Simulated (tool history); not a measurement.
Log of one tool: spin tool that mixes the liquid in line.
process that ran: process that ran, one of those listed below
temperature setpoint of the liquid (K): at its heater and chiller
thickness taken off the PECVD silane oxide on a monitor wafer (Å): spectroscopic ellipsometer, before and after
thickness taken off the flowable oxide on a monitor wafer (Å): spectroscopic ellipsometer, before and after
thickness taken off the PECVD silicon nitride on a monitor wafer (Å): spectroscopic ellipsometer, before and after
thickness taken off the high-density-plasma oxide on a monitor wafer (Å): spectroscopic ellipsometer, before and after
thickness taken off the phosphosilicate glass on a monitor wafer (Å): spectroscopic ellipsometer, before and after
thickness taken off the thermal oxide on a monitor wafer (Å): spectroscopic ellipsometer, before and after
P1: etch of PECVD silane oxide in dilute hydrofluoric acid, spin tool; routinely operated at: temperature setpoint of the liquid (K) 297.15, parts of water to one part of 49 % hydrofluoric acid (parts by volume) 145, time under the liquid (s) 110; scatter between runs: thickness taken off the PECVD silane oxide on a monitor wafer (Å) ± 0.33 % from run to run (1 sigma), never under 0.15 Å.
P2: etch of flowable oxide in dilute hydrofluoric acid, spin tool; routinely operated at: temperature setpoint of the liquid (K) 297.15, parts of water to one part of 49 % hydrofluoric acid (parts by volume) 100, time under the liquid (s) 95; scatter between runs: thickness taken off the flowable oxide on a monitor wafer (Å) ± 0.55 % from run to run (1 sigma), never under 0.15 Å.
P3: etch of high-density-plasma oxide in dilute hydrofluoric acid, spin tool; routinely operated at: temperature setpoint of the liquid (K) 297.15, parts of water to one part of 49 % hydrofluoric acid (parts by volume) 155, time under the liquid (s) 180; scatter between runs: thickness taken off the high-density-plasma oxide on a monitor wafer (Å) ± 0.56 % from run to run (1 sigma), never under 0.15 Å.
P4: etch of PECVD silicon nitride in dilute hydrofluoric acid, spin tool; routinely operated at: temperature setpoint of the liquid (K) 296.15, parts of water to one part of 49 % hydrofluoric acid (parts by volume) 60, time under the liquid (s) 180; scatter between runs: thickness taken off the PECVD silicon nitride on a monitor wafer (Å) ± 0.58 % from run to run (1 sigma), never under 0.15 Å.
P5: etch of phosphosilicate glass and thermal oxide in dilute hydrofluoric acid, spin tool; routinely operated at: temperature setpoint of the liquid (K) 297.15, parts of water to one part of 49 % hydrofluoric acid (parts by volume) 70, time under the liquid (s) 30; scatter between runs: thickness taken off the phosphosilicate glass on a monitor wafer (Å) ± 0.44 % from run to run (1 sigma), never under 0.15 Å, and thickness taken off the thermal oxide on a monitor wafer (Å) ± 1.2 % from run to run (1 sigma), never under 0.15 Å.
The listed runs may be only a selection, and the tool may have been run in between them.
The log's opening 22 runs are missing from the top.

run    day  process that ran  temperature setpoint of the liquid (K)  parts of water to one part of 49 % hydrofluoric acid (parts by volume)  time under the liquid (s)  thickness taken off the PECVD silane oxide on a monitor wafer (Å)  thickness taken off the flowable oxide on a monitor wafer (Å)  thickness taken off the PECVD silicon nitride on a monitor wafer (Å)  thickness taken off the high-density-plasma oxide on a monitor wafer (Å)  thickness taken off the phosphosilicate glass on a monitor wafer (Å)  thickness taken off the thermal oxide on a monitor wafer (Å)
 23  4.812                P3                                  305.65                                                                     155                        180                                                                                                                                                                                                                                                                               136
 24  5.004                P4                                  303.65                                                                      60                        180                                                                                                                                                                                                  191.95
 25  5.292                P3                                  297.15                                                                      20                        180                                                                                                                                                                                                                                                                            896.17
 26  5.438                P2                                  290.15                                                                     100                         95                                                                                                                            275.97
 27    5.6                P2                                  297.15                                                                     100                        175                                                                                                                               667
 28    5.8                P2                                  297.15                                                                     175                         95                                                                                                                            189.64
 29  6.079                P1                                  297.15                                                                     145                        200                                                             656.59
 30   6.25                P5                                  302.15                                                                      70                         30                                                                                                                                                                                                                                                                                                                                                  860.11                                                        27.155
 31  6.546                P1                                  304.65                                                                     145                        110                                                             477.37

What will run 32 give?
 32  6.688                P1                                  297.15                                                                     145                        110                                                                  ?

thickness taken off the PECVD silane oxide on a monitor wafer (Å): 360.22
